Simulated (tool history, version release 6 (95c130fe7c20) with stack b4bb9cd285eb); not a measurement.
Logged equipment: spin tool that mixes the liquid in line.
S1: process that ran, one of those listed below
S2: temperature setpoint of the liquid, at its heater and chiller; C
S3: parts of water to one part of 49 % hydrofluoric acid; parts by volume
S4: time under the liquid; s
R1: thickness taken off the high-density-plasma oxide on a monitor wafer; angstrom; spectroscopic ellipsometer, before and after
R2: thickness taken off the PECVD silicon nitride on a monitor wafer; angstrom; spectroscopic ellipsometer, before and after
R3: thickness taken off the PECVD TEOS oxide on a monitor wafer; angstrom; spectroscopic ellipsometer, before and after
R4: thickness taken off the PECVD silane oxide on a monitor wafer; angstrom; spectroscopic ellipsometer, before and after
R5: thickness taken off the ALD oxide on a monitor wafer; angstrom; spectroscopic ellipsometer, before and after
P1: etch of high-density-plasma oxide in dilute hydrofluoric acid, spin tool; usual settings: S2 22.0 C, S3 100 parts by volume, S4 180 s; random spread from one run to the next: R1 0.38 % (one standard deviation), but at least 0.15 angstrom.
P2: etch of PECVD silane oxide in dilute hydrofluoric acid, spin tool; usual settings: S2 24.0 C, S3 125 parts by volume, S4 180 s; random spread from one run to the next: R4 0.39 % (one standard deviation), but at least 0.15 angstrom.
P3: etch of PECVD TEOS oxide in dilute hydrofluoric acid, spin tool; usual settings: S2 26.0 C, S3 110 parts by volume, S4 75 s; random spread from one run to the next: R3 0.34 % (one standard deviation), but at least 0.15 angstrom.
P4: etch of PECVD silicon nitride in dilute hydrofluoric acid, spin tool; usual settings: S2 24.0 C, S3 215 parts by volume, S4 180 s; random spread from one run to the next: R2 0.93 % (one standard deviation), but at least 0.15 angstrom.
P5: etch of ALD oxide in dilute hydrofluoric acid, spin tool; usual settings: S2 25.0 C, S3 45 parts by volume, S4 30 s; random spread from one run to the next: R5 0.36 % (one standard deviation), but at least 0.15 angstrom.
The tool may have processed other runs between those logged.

run   hour  S1    S2   S3   S4       R1       R2      R3      R4      R5
  1    5.4  P1  22.0  100  180  121.980
  2   13.8  P1  17.0  100  180   99.815
  3   22.3  P4  24.0  215  180           27.0580
      23.8  -- hydrofluoric acid flow meter replaced
  4   32.3  P3  34.0  110   75                    101.67
  5   42.0  P1  22.0  175  320  113.110
  6   50.1  P1  30.0  155  180   99.984
  7   58.2  P1  22.0  155  180   74.086
  8   68.3  P1  22.0  100  180  121.310
  9   77.6  P1  22.0  100   50   33.887
 10   87.5  P2  24.0  125  295                            515.75
 11   92.7  P3  26.0  110   75                     75.64
 12   98.0  P2  17.0  125  180                            236.61
 13  108.4  P2  24.0   60  180                            710.04
 14  116.0  P1  22.0  100  180  121.760
 15  121.6  P1  22.0  100  180  121.600
 16  129.8  P1  22.0  100  300  203.750
 17  136.1  P5  25.0   25   30                                    404.07
 18  142.5  P1  22.0   55  180  231.910
 19  147.2  P1  29.0  100  180  160.760
 20  155.3  P4  24.0  215   60            9.0467
 21  164.2  P5  32.5   45   30                                    296.67
 22  170.2  P5  25.0   45   30                                    218.85

Predict the results of run 23:
 23  176.9  P3  26.0  110  120           ?

R3: 121.36 angstrom
